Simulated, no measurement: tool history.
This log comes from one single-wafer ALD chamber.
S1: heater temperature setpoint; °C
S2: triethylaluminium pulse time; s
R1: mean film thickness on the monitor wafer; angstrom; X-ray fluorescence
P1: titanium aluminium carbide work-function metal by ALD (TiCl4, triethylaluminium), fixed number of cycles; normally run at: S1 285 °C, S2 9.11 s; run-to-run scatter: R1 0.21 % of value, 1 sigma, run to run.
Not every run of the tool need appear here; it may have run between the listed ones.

run 1 day=0.379 | S1=285 S2=9.11 | R1=18.336
run 2 day=0.742 | S1=267 S2=9.11 | R1=16.882
run 3 day=1.175 | S1=285 S2=9.11 | R1=18.428
run 4 day=1.529 | S1=285 S2=9.11 | R1=18.389
run 5 day=1.879 | S1=285 S2=9.11 | R1=18.383
run 6 day=2.142 | S1=295 S2=14.21 | R1=19.997
-- day=2.304 triethylaluminium bottle replaced
run 7 day=2.579 | S1=285 S2=3.03 | R1=12.438
run 8 day=2.804 | S1=285 S2=9.11 | R1=18.349
run 9 day=3.221 | S1=285 S2=14.06 | R1=19.031
run 10 day=3.479 | S1=285 S2=9.11 | R1=18.328
run 11 day=3.767 | S1=285 S2=9.11 | R1=18.386
run 12 day=4.058 | S1=310 S2=9.11 | R1=20.499
run 13 day=4.442 | S1=285 S2=9.11 | R1=18.437
run 14 day=4.858 | S1=285 S2=9.11 | R1=18.200

Run 15 has not been measured yet. What should we expect?
run 15 day=5.117 | S1=285 S2=9.11 | R1=?

{"run 15": {"R1": 18.204}}
